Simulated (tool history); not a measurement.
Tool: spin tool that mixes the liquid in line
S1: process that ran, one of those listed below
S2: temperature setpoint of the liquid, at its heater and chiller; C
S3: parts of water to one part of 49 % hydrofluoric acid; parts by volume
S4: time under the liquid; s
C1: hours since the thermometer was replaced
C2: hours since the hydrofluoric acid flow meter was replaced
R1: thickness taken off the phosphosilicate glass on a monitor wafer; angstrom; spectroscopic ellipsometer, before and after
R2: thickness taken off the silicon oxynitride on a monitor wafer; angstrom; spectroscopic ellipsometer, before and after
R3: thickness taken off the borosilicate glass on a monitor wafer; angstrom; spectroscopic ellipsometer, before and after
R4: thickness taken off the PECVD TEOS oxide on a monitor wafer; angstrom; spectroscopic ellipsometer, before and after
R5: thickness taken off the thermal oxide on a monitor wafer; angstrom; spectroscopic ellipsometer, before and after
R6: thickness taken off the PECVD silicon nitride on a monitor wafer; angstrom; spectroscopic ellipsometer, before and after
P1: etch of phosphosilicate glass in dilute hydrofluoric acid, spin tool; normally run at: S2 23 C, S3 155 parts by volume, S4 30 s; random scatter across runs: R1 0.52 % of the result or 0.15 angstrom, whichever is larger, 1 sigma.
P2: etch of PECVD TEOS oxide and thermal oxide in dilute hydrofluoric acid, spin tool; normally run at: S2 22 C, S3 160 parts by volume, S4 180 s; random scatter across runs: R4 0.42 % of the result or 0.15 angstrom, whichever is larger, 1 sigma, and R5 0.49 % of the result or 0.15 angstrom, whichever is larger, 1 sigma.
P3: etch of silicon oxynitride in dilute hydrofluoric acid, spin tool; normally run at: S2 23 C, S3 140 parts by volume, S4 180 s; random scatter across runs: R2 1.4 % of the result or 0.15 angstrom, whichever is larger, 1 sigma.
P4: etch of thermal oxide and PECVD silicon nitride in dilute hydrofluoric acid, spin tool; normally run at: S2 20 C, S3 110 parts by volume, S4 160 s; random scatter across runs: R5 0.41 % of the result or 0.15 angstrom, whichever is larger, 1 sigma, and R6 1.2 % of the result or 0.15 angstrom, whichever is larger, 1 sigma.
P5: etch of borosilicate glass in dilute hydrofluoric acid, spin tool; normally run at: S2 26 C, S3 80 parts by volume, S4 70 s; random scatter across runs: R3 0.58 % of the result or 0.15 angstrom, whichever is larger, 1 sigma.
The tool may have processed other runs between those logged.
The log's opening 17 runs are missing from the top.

Run 18, hour 103.6: S1 P3, S2 23 C, S3 140 parts by volume, S4 180 s; C1 79.9; C2 768.4. Result: R2 20.426 angstrom.
Run 19, hour 108.1: S1 P1, S2 23 C, S3 155 parts by volume, S4 30 s; C1 84.4; C2 772.9. Result: R1 283.63 angstrom.
Run 20, hour 113.4: S1 P4, S2 17 C, S3 110 parts by volume, S4 160 s; C1 89.7; C2 778.2. Result: R5 51.378 angstrom, R6 17.497 angstrom.
Run 21, hour 120.7: S1 P1, S2 18 C, S3 245 parts by volume, S4 30 s; C1 97; C2 785.5. Result: R1 135.48 angstrom.
Run 22, hour 125.6: S1 P1, S2 23 C, S3 155 parts by volume, S4 55 s; C1 101.9; C2 790.4. Result: R1 516.96 angstrom.
Run 23, hour 130.6: S1 P5, S2 26 C, S3 145 parts by volume, S4 70 s; C1 106.9; C2 795.4. Result: R3 179.72 angstrom.
Run 24, hour 136.8: S1 P2, S2 22 C, S3 50 parts by volume, S4 180 s; C1 113.1; C2 801.6. Result: R4 871.33 angstrom, R5 166.08 angstrom.
Run 25, hour 145.1: S1 P4, S2 20 C, S3 110 parts by volume, S4 75 s; C1 121.4; C2 809.9. Result: R5 27.837 angstrom, R6 10.218 angstrom.
Run 26, hour 148.9: S1 P1, S2 28.5 C, S3 155 parts by volume, S4 15 s; C1 125.2; C2 813.7. Result: R1 173.68 angstrom.
Run 27, hour 155.8: S1 P4, S2 20 C, S3 40 parts by volume, S4 160 s; C1 132.1; C2 820.6. Result: R5 174.35 angstrom, R6 58.881 angstrom.
Run 28, hour 163: S1 P1, S2 23 C, S3 155 parts by volume, S4 30 s; C1 139.3; C2 827.8. Result: R1 283.03 angstrom.

For run 29, what comes out?
Run 29, hour 168.8: S1 P2, S2 22 C, S3 160 parts by volume, S4 20 s; C1 145.1; C2 833.6. Result: R4 ?, R5 ?.

R4: 26.44 angstrom
R5: 5.0854 angstrom
